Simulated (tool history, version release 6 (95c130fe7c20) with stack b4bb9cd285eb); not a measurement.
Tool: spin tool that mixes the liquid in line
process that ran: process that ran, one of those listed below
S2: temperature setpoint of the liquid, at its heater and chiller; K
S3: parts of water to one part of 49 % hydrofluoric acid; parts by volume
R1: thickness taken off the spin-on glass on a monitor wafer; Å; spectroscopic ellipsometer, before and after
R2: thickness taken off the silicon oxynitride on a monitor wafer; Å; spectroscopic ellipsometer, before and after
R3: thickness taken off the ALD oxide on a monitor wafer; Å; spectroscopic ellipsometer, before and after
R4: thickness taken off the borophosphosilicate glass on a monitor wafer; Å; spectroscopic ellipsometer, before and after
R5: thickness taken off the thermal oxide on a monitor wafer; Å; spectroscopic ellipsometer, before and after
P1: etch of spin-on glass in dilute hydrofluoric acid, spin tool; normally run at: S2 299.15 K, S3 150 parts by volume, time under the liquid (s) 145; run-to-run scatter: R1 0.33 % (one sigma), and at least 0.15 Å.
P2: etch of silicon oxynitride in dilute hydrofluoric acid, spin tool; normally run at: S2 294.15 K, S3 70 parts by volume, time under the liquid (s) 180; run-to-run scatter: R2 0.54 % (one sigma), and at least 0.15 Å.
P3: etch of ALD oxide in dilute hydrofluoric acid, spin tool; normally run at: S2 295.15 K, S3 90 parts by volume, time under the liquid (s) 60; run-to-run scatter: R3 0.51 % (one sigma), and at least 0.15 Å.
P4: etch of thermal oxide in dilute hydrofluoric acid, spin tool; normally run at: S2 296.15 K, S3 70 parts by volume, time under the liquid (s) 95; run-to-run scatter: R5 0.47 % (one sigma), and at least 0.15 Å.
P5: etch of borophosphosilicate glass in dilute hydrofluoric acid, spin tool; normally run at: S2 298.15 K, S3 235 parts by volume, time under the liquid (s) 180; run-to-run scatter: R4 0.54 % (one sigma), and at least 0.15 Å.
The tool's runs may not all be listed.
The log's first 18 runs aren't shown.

run 19 day=3.312 | process_that_ran=P5 S2=302.65 S3=235 time_under_the_liquid_(s)=180 | R4=260.790
run 20 day=3.554 | process_that_ran=P4 S2=296.15 S3=70 time_under_the_liquid_(s)=95 | R5=60.602
run 21 day=3.746 | process_that_ran=P4 S2=300.65 S3=70 time_under_the_liquid_(s)=95 | R5=71.570
run 22 day=3.896 | process_that_ran=P1 S2=299.15 S3=150 time_under_the_liquid_(s)=145 | R1=299.52
run 23 day=4.129 | process_that_ran=P4 S2=296.15 S3=70 time_under_the_liquid_(s)=95 | R5=60.260
run 24 day=4.288 | process_that_ran=P1 S2=299.15 S3=35 time_under_the_liquid_(s)=145 | R1=1503.80
run 25 day=4.450 | process_that_ran=P2 S2=294.15 S3=30 time_under_the_liquid_(s)=180 | R2=198.220
run 26 day=4.662 | process_that_ran=P1 S2=294.15 S3=150 time_under_the_liquid_(s)=145 | R1=248.04
run 27 day=4.925 | process_that_ran=P1 S2=299.15 S3=150 time_under_the_liquid_(s)=145 | R1=299.37

Run 28 comes next. What will it give?
run 28 day=5.038 | process_that_ran=P5 S2=298.15 S3=235 time_under_the_liquid_(s)=45 | R4=?

R4: 56.128 Å

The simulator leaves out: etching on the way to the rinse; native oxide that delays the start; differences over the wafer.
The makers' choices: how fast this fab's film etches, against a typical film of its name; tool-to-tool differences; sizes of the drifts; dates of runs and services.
